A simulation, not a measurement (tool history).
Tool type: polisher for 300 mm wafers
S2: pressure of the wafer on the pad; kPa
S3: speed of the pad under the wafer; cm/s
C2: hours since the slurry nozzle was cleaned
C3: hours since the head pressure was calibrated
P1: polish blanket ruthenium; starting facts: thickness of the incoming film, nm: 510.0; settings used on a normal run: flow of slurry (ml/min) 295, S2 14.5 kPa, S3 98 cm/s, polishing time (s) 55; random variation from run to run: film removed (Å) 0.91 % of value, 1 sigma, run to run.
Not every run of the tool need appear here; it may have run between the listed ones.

run 1 hour=6.2 | flow_of_slurry_(ml/min)=295 S2=14.5 S3=98 polishing_time_(s)=55 | wafers_polished_on_this_pad=218 C2=30.5 C3=237.4 | film_removed_(Å)=575.59
run 2 hour=16.9 | flow_of_slurry_(ml/min)=465 S2=14.5 S3=98 polishing_time_(s)=55 | wafers_polished_on_this_pad=327 C2=41.2 C3=248.1 | film_removed_(Å)=610.92
run 3 hour=23.1 | flow_of_slurry_(ml/min)=295 S2=14.5 S3=98 polishing_time_(s)=55 | wafers_polished_on_this_pad=390 C2=47.4 C3=254.3 | film_removed_(Å)=592.94
run 4 hour=29.7 | flow_of_slurry_(ml/min)=295 S2=14.5 S3=98 polishing_time_(s)=55 | wafers_polished_on_this_pad=457 C2=54.0 C3=260.9 | film_removed_(Å)=589.35
run 5 hour=37.8 | flow_of_slurry_(ml/min)=295 S2=14.5 S3=68 polishing_time_(s)=79 | wafers_polished_on_this_pad=539 C2=62.1 C3=269.0 | film_removed_(Å)=578.74
run 6 hour=44.5 | flow_of_slurry_(ml/min)=295 S2=14.5 S3=98 polishing_time_(s)=55 | wafers_polished_on_this_pad=607 C2=68.8 C3=275.7 | film_removed_(Å)=586.86
run 7 hour=54.9 | flow_of_slurry_(ml/min)=295 S2=6.9 S3=98 polishing_time_(s)=55 | wafers_polished_on_this_pad=713 C2=79.2 C3=286.1 | film_removed_(Å)=283.98
run 8 hour=65.8 | flow_of_slurry_(ml/min)=295 S2=14.5 S3=44 polishing_time_(s)=55 | wafers_polished_on_this_pad=824 C2=90.1 C3=297.0 | film_removed_(Å)=262.95
run 9 hour=73.7 | flow_of_slurry_(ml/min)=175 S2=14.5 S3=98 polishing_time_(s)=55 | wafers_polished_on_this_pad=905 C2=98.0 C3=304.9 | film_removed_(Å)=554.78
run 10 hour=81.0 | flow_of_slurry_(ml/min)=295 S2=14.5 S3=98 polishing_time_(s)=55 | wafers_polished_on_this_pad=979 C2=105.3 C3=312.2 | film_removed_(Å)=585.96
run 11 hour=87.1 | flow_of_slurry_(ml/min)=295 S2=14.5 S3=142 polishing_time_(s)=55 | wafers_polished_on_this_pad=1041 C2=111.4 C3=318.3 | film_removed_(Å)=847.14
run 12 hour=98.7 | flow_of_slurry_(ml/min)=295 S2=22.1 S3=98 polishing_time_(s)=55 | wafers_polished_on_this_pad=1159 C2=123.0 C3=329.9 | film_removed_(Å)=911.94
run 13 hour=105.2 | flow_of_slurry_(ml/min)=295 S2=14.5 S3=98 polishing_time_(s)=76 | wafers_polished_on_this_pad=1225 C2=129.5 C3=336.4 | film_removed_(Å)=802.82
run 14 hour=111.7 | flow_of_slurry_(ml/min)=380 S2=14.5 S3=98 polishing_time_(s)=43 | wafers_polished_on_this_pad=1291 C2=136.0 C3=342.9 | film_removed_(Å)=467.43
run 15 hour=122.4 | flow_of_slurry_(ml/min)=405 S2=14.5 S3=98 polishing_time_(s)=33 | wafers_polished_on_this_pad=1400 C2=146.7 C3=353.6 | film_removed_(Å)=358.89
run 16 hour=129.9 | flow_of_slurry_(ml/min)=295 S2=14.5 S3=98 polishing_time_(s)=38 | wafers_polished_on_this_pad=1476 C2=154.2 C3=361.1 | film_removed_(Å)=410.41
run 17 hour=138.8 | flow_of_slurry_(ml/min)=295 S2=14.5 S3=98 polishing_time_(s)=55 | wafers_polished_on_this_pad=1567 C2=163.1 C3=370.0 | film_removed_(Å)=585.82
run 18 hour=146.1 | flow_of_slurry_(ml/min)=295 S2=14.5 S3=98 polishing_time_(s)=55 | wafers_polished_on_this_pad=1641 C2=170.4 C3=377.3 | film_removed_(Å)=576.80
run 19 hour=151.9 | flow_of_slurry_(ml/min)=295 S2=14.5 S3=98 polishing_time_(s)=55 | wafers_polished_on_this_pad=1700 C2=176.2 C3=383.1 | film_removed_(Å)=581.13
run 20 hour=158.9 | flow_of_slurry_(ml/min)=295 S2=14.5 S3=98 polishing_time_(s)=55 | wafers_polished_on_this_pad=1772 C2=183.2 C3=390.1 | film_removed_(Å)=578.20
run 21 hour=166.3 | flow_of_slurry_(ml/min)=295 S2=14.5 S3=98 polishing_time_(s)=55 | wafers_polished_on_this_pad=1847 C2=190.6 C3=397.5 | film_removed_(Å)=571.68
run 22 hour=177.8 | flow_of_slurry_(ml/min)=295 S2=14.5 S3=98 polishing_time_(s)=55 | wafers_polished_on_this_pad=1964 C2=202.1 C3=409.0 | film_removed_(Å)=557.86
run 23 hour=187.3 | flow_of_slurry_(ml/min)=295 S2=14.5 S3=98 polishing_time_(s)=55 | wafers_polished_on_this_pad=2061 C2=211.6 C3=418.5 | film_removed_(Å)=553.89

Estimate the outcome of run 24 from the log above:
run 24 hour=198.8 | flow_of_slurry_(ml/min)=295 S2=14.5 S3=98 polishing_time_(s)=55 | wafers_polished_on_this_pad=2178 C2=223.1 C3=430.0 | film_removed_(Å)=?

film removed (Å): 550.65

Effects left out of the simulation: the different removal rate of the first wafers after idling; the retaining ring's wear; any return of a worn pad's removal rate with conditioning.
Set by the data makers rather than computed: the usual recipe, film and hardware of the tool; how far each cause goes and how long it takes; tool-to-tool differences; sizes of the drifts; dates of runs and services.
